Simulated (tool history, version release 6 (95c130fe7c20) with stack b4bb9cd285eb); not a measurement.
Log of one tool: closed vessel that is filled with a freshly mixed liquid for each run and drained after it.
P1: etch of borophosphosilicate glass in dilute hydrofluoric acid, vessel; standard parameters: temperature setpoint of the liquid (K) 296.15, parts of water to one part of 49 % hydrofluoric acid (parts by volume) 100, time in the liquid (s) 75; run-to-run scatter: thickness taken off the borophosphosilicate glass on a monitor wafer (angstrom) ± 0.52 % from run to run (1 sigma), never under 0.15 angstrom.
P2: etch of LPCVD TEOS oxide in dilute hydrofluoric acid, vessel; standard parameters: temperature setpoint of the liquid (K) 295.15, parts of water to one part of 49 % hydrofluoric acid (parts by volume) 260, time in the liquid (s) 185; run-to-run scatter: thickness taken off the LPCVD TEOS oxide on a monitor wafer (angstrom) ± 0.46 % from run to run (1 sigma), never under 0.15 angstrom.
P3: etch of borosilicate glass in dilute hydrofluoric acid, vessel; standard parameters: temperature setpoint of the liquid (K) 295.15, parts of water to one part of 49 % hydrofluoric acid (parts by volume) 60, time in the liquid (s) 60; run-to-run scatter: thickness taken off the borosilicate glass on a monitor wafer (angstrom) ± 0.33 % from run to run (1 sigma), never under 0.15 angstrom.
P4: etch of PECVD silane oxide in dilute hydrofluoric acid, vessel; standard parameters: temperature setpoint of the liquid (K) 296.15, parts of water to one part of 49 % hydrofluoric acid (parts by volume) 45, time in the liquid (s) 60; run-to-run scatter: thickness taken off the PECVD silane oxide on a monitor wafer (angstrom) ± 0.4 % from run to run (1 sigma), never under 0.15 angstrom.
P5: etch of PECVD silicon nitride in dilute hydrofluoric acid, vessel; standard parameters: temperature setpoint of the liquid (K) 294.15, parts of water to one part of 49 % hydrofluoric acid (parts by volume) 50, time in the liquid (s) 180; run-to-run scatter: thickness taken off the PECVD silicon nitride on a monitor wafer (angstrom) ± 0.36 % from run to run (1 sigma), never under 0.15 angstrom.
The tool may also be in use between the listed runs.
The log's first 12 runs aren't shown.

run	day	process that ran	temperature setpoint of the liquid (K)	parts of water to one part of 49 % hydrofluoric acid (parts by volume)	time in the liquid (s)	hours since the thermometer was replaced	hours since the hydrofluoric acid flow meter was replaced	thickness taken off the borophosphosilicate glass on a monitor wafer (angstrom)	thickness taken off the LPCVD TEOS oxide on a monitor wafer (angstrom)	thickness taken off the PECVD silicon nitride on a monitor wafer (angstrom)	thickness taken off the PECVD silane oxide on a monitor wafer (angstrom)	thickness taken off the borosilicate glass on a monitor wafer (angstrom)
13	7.038	P1	290.15	55	75	2068.3	388	516.2				
14	7.417	P1	296.15	100	75	2077.4	397.1	344.3				
15	8.033	P1	296.15	60	75	2092.2	411.9	598.25				
16	8.488	P3	295.15	105	60	2103.1	422.8					273.3
17	9.183	P2	295.15	260	185	2119.8	439.5		226.48			
18	9.554	P2	295.15	260	185	2128.7	448.4		226.99			
19	10.154	P1	296.15	100	75	2143.1	462.8	348				
20	10.771	P4	296.15	45	60	2157.9	477.6				580.86	

Run 21 has not been measured yet. What should we expect?
21	11.225	P2	291.15	260	185	2168.8	488.5		?			

{"run 21": {"thickness taken off the LPCVD TEOS oxide on a monitor wafer (angstrom)": 194.95}}
